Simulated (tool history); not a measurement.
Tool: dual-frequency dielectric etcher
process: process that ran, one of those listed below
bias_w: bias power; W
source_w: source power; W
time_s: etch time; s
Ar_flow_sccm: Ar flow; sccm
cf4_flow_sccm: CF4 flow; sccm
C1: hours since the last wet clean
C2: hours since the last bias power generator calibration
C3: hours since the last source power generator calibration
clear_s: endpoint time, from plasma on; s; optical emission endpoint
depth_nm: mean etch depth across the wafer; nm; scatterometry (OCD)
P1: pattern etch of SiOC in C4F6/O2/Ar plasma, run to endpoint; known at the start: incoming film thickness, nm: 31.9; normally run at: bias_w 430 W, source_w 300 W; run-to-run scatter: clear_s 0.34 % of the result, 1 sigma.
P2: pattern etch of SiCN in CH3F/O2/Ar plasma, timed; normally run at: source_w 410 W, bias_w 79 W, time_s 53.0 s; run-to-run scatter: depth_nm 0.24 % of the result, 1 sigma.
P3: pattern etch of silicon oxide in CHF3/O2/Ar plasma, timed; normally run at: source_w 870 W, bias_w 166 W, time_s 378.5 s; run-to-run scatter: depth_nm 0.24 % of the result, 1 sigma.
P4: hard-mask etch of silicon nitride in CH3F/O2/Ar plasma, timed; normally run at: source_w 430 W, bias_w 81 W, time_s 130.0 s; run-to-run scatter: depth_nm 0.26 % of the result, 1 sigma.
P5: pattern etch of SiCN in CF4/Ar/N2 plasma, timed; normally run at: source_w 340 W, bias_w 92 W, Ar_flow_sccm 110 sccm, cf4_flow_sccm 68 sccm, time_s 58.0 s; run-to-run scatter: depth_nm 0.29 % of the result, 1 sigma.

{"run": 1, "hour": 7.7, "process": "P1", "bias_w": 430, "source_w": 300, "C1": 211.5, "C2": 1373.3, "C3": 526.8, "clear_s": 12.891}
{"run": 2, "hour": 15.7, "process": "P3", "bias_w": 112, "source_w": 870, "time_s": 378.5, "C1": 219.5, "C2": 1381.3, "C3": 534.8, "depth_nm": 731.2}
{"run": 3, "hour": 27.6, "process": "P1", "bias_w": 430, "source_w": 300, "C1": 231.4, "C2": 1393.2, "C3": 546.7, "clear_s": 12.901}
{"run": 4, "hour": 39.3, "process": "P4", "bias_w": 81, "source_w": 430, "time_s": 190.0, "C1": 243.1, "C2": 1404.9, "C3": 558.4, "depth_nm": 142.6}
{"run": 5, "hour": 52.2, "process": "P2", "bias_w": 79, "source_w": 300, "time_s": 53.0, "C1": 256.0, "C2": 1417.8, "C3": 571.3, "depth_nm": 18.191}
{"run": 6, "hour": 64.2, "process": "P1", "bias_w": 430, "source_w": 300, "C1": 268.0, "C2": 1429.8, "C3": 583.3, "clear_s": 12.836}
{"run": 7, "hour": 72.7, "process": "P3", "bias_w": 166, "source_w": 870, "time_s": 514.0, "C1": 276.5, "C2": 1438.3, "C3": 591.8, "depth_nm": 1121.6}
{"run": 8, "hour": 84.8, "process": "P5", "bias_w": 92, "source_w": 340, "time_s": 58.0, "Ar_flow_sccm": 88, "cf4_flow_sccm": 68, "C1": 288.6, "C2": 1450.4, "C3": 603.9, "depth_nm": 42.449}
{"run": 9, "hour": 93.9, "process": "P1", "bias_w": 430, "source_w": 300, "C1": 297.7, "C2": 1459.5, "C3": 613.0, "clear_s": 12.87}
{"run": 10, "hour": 104.6, "process": "P4", "bias_w": 81, "source_w": 510, "time_s": 130.0, "C1": 308.4, "C2": 1470.2, "C3": 623.7, "depth_nm": 103.45}
{"run": 11, "hour": 114.0, "process": "P3", "bias_w": 166, "source_w": 1160, "time_s": 378.5, "C1": 317.8, "C2": 1479.6, "C3": 633.1, "depth_nm": 922.31}
{"run": 12, "hour": 125.5, "process": "P3", "bias_w": 166, "source_w": 870, "time_s": 378.5, "C1": 329.3, "C2": 1491.1, "C3": 644.6, "depth_nm": 824.93}
{"run": 13, "hour": 132.6, "process": "P5", "bias_w": 92, "source_w": 340, "time_s": 58.0, "Ar_flow_sccm": 110, "cf4_flow_sccm": 68, "C1": 336.4, "C2": 1498.2, "C3": 651.7, "depth_nm": 41.071}
{"run": 14, "hour": 141.7, "process": "P5", "bias_w": 92, "source_w": 220, "time_s": 58.0, "Ar_flow_sccm": 110, "cf4_flow_sccm": 68, "C1": 345.5, "C2": 1507.3, "C3": 660.8, "depth_nm": 28.147}
{"run": 15, "hour": 150.6, "process": "P1", "bias_w": 327, "source_w": 300, "C1": 354.4, "C2": 1516.2, "C3": 669.7, "clear_s": 14.218}
{"run": 16, "hour": 160.9, "process": "P1", "bias_w": 514, "source_w": 410, "C1": 364.7, "C2": 1526.5, "C3": 680.0, "clear_s": 10.729}
{"run": 17, "hour": 169.0, "process": "P5", "bias_w": 92, "source_w": 340, "time_s": 58.0, "Ar_flow_sccm": 110, "cf4_flow_sccm": 50, "C1": 372.8, "C2": 1534.6, "C3": 688.1, "depth_nm": 39.491}
{"run": 18, "hour": 176.0, "process": "P2", "bias_w": 55, "source_w": 410, "time_s": 53.0, "C1": 379.8, "C2": 1541.6, "C3": 695.1, "depth_nm": 18.072}
{"run": 19, "hour": 187.7, "process": "P5", "bias_w": 92, "source_w": 340, "time_s": 58.0, "Ar_flow_sccm": 110, "cf4_flow_sccm": 68, "C1": 391.5, "C2": 1553.3, "C3": 706.8, "depth_nm": 41.33}
{"run": 20, "hour": 194.4, "process": "P3", "bias_w": 166, "source_w": 870, "time_s": 378.5, "C1": 398.2, "C2": 1560.0, "C3": 713.5, "depth_nm": 826.2}
{"run": 21, "hour": 206.2, "process": "P5", "bias_w": 66, "source_w": 340, "time_s": 58.0, "Ar_flow_sccm": 110, "cf4_flow_sccm": 68, "C1": 410.0, "C2": 1571.8, "C3": 725.3, "depth_nm": 36.426}
{"run": 22, "hour": 219.6, "process": "P1", "bias_w": 545, "source_w": 300, "C1": 423.4, "C2": 1585.2, "C3": 738.7, "clear_s": 11.81}
{"run": 23, "hour": 231.6, "process": "P4", "bias_w": 114, "source_w": 430, "time_s": 130.0, "C1": 435.4, "C2": 1597.2, "C3": 750.7, "depth_nm": 110.03}
{"run": 24, "hour": 244.3, "process": "P2", "bias_w": 79, "source_w": 410, "time_s": 71.5, "C1": 448.1, "C2": 1609.9, "C3": 763.4, "depth_nm": 27.51}
{"hour": 254.7, "done": "bias power generator calibrated"}
{"run": 25, "hour": 255.6, "process": "P1", "bias_w": 430, "source_w": 390, "C1": 459.4, "C2": 0.9, "C3": 774.7, "clear_s": 11.668}
{"run": 26, "hour": 264.6, "process": "P5", "bias_w": 92, "source_w": 340, "time_s": 40.0, "Ar_flow_sccm": 110, "cf4_flow_sccm": 68, "C1": 468.4, "C2": 9.9, "C3": 783.7, "depth_nm": 28.589}
{"run": 27, "hour": 276.1, "process": "P2", "bias_w": 79, "source_w": 410, "time_s": 53.0, "C1": 479.9, "C2": 21.4, "C3": 795.2, "depth_nm": 20.432}
{"run": 28, "hour": 287.1, "process": "P4", "bias_w": 81, "source_w": 430, "time_s": 130.0, "C1": 490.9, "C2": 32.4, "C3": 806.2, "depth_nm": 97.462}
{"run": 29, "hour": 300.9, "process": "P1", "bias_w": 430, "source_w": 230, "C1": 504.7, "C2": 46.2, "C3": 820.0, "clear_s": 14.195}
{"run": 30, "hour": 308.5, "process": "P2", "bias_w": 79, "source_w": 410, "time_s": 53.0, "C1": 512.3, "C2": 53.8, "C3": 827.6, "depth_nm": 20.503}
{"run": 31, "hour": 321.0, "process": "P1", "bias_w": 430, "source_w": 300, "C1": 524.8, "C2": 66.3, "C3": 840.1, "clear_s": 12.825}
{"run": 32, "hour": 328.1, "process": "P1", "bias_w": 430, "source_w": 300, "C1": 531.9, "C2": 73.4, "C3": 847.2, "clear_s": 12.921}
{"run": 33, "hour": 340.7, "process": "P1", "bias_w": 430, "source_w": 300, "C1": 544.5, "C2": 86.0, "C3": 859.8, "clear_s": 12.92}
{"run": 34, "hour": 349.9, "process": "P1", "bias_w": 430, "source_w": 300, "C1": 553.7, "C2": 95.2, "C3": 869.0, "clear_s": 13.028}
{"run": 35, "hour": 363.3, "process": "P1", "bias_w": 430, "source_w": 300, "C1": 567.1, "C2": 108.6, "C3": 882.4, "clear_s": 13.042}
{"run": 36, "hour": 371.3, "process": "P1", "bias_w": 430, "source_w": 300, "C1": 575.1, "C2": 116.6, "C3": 890.4, "clear_s": 13.064}
{"run": 37, "hour": 383.0, "process": "P1", "bias_w": 430, "source_w": 300, "C1": 586.8, "C2": 128.3, "C3": 902.1, "clear_s": 13.028}
{"hour": 386.4, "done": "wet clean of the chamber"}
{"run": 38, "hour": 394.7, "process": "P1", "bias_w": 430, "source_w": 300, "C1": 8.4, "C2": 140.0, "C3": 913.8, "clear_s": 13.067}
{"run": 39, "hour": 404.4, "process": "P1", "bias_w": 430, "source_w": 300, "C1": 18.1, "C2": 149.7, "C3": 923.5, "clear_s": 13.022}
{"run": 40, "hour": 410.6, "process": "P1", "bias_w": 430, "source_w": 300, "C1": 24.3, "C2": 155.9, "C3": 929.7, "clear_s": 13.132}
{"run": 41, "hour": 419.0, "process": "P1", "bias_w": 430, "source_w": 300, "C1": 32.7, "C2": 164.3, "C3": 938.1, "clear_s": 13.102}
{"run": 42, "hour": 426.6, "process": "P1", "bias_w": 430, "source_w": 300, "C1": 40.3, "C2": 171.9, "C3": 945.7, "clear_s": 13.116}

What P1 gives has crept away from where it was. These 2 causes fit the log equally well, each at the size given:
A: bias power that arrives under what is set, % = 4.65
B: source power that arrives under what is set, % = 4.64
The creep began at about hour 321.0.
Why every other cause is out:
chamber walls in a state that lowers the etch rate, %: serviced at hour 386.4, which brought nothing back

4 check runs are offered, one wafer each, their results left as question marks. Which one tells the causes apart?
{"run": "check 1", "hour": 434.2, "process": "P2", "bias_w": 79, "source_w": 310, "time_s": 53.0, "depth_nm": "?"}
{"run": "check 2", "hour": 434.2, "process": "P5", "bias_w": 92, "source_w": 230, "time_s": 58.0, "Ar_flow_sccm": 110, "cf4_flow_sccm": 68, "depth_nm": "?"}
{"run": "check 3", "hour": 434.2, "process": "P3", "bias_w": 127, "source_w": 870, "time_s": 485.5, "depth_nm": "?"}
{"run": "check 4", "hour": 434.2, "process": "P4", "bias_w": 112, "source_w": 430, "time_s": 188.5, "depth_nm": "?"}

What each check would give under each cause:
check=check_1 result=depth_nm if_A=18.100 if_B=18.095
check=check_2 result=depth_nm if_A=28.802 if_B=28.150
check=check_3 result=depth_nm if_A=959.690 if_B=955.440
check=check_4 result=depth_nm if_A=155.720 if_B=155.740
How far apart the two closest causes lie, in the result that separates them most: check 1 0.03 %; check 2 2.29 %; check 3 0.44 %; check 4 0.01 %
Check 2 tells the causes apart: in the others they would give nearly the same result.

Check 2 was then run and gave: depth_nm 28.679 nm. Which cause is it?

It is A: bias power that arrives under what is set, %.
